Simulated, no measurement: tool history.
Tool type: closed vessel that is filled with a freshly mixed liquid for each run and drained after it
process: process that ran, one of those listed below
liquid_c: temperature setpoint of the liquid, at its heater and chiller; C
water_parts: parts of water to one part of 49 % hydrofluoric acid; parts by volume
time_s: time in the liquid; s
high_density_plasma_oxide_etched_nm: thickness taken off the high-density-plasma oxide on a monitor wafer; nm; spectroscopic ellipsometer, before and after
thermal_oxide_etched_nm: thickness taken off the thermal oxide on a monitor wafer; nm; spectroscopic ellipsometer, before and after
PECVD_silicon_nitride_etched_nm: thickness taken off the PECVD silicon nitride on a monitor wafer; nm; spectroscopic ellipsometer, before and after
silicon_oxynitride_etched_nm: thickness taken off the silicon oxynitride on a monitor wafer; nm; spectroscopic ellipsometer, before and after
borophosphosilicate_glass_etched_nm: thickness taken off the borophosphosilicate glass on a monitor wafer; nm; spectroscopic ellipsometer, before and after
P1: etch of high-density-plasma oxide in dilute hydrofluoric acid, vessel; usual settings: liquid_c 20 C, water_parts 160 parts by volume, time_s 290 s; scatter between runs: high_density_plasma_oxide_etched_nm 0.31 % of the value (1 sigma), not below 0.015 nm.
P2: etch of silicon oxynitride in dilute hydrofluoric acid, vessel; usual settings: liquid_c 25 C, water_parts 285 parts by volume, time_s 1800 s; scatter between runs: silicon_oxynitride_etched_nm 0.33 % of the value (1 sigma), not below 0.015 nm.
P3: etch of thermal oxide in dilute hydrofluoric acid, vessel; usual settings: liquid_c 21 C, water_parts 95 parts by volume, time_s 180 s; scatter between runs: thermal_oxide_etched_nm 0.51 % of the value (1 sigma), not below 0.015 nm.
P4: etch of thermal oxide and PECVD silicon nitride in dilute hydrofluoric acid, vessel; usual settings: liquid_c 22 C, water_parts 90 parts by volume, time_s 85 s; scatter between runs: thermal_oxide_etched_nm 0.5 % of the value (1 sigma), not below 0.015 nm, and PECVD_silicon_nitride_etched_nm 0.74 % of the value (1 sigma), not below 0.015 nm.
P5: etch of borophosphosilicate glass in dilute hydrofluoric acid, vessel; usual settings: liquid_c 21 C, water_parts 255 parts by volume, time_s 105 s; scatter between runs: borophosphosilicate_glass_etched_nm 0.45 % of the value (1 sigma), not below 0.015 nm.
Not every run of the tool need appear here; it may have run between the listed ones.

run    day  process  liquid_c  water_parts  time_s  hours since the thermometer was replaced  hours since the hydrofluoric acid flow meter was replaced  high_density_plasma_oxide_etched_nm  thermal_oxide_etched_nm  PECVD_silicon_nitride_etched_nm  silicon_oxynitride_etched_nm  borophosphosilicate_glass_etched_nm
  1  0.117       P1        20          160     290                                     701.8                                                      358.3                              12.5600
  2  0.321       P1        20           70     125                                     706.7                                                      363.2                              13.7630
  3  0.525       P3        17           95     180                                     711.6                                                      368.1                                                        6.9164
  4  0.667       P1        25          160     290                                     715.0                                                      371.5                              15.2460
  5  0.842       P1        20          290     290                                     719.2                                                      375.7                               6.1379
  6  0.983       P4        22           90      35                                     722.6                                                      379.1                                                        1.7914                           1.1734
  7  1.083       P1        17          160     290                                     725.0                                                      381.5                              11.1380
  8  1.288       P1        20           80     290                                     729.9                                                      386.4                              27.5040
  9  1.471       P2        25          180    1800                                     734.3                                                      390.8                                                                                                                       47.672
 10  1.588       P2        30          285    1800                                     737.1                                                      393.6                                                                                                                       34.316
 11  1.758       P5        28          255     105                                     741.2                                                      397.7                                                                                                                                                           10.5270
 12  1.954       P5        21          255     105                                     745.9                                                      402.4                                                                                                                                                            8.2977
 13  2.071       P1        20          160     290                                     748.7                                                      405.2                              12.6170
 14  2.188       P4        22           30      85                                     751.5                                                      408.0                                                       13.9570                           8.2829
 15  2.333       P2        25          285    2890                                     755.0                                                      411.5                                                                                                                       44.890
 16  2.438       P4        22           90      85                                     757.5                                                      414.0                                                        4.2984                           2.8633
 17  2.538       P1        20          160     290                                     759.9                                                      416.4                              12.6540
 18  2.708       P3        21           95     285                                     764.0                                                      420.5                                                       13.0030
 19  2.892       P2        25          285    1800                                     768.4                                                      424.9                                                                                                                       27.857
 20  3.092       P3        21           95     180                                     773.2                                                      429.7                                                        8.1018
 21  3.229       P5        21          255     180                                     776.5                                                      433.0                                                                                                                                                           14.2310
 22  3.446       P1        20          160     540                                     781.7                                                      438.2                              23.4240
 23  3.642       P1        20          160     290                                     786.4                                                      442.9                              12.5820

Run 24 has not been measured yet. What should we expect?
 24  3.825       P1        17          160     120                                     790.8                                                      447.3                                    ?

{"run 24": {"high_density_plasma_oxide_etched_nm": 4.5858}}
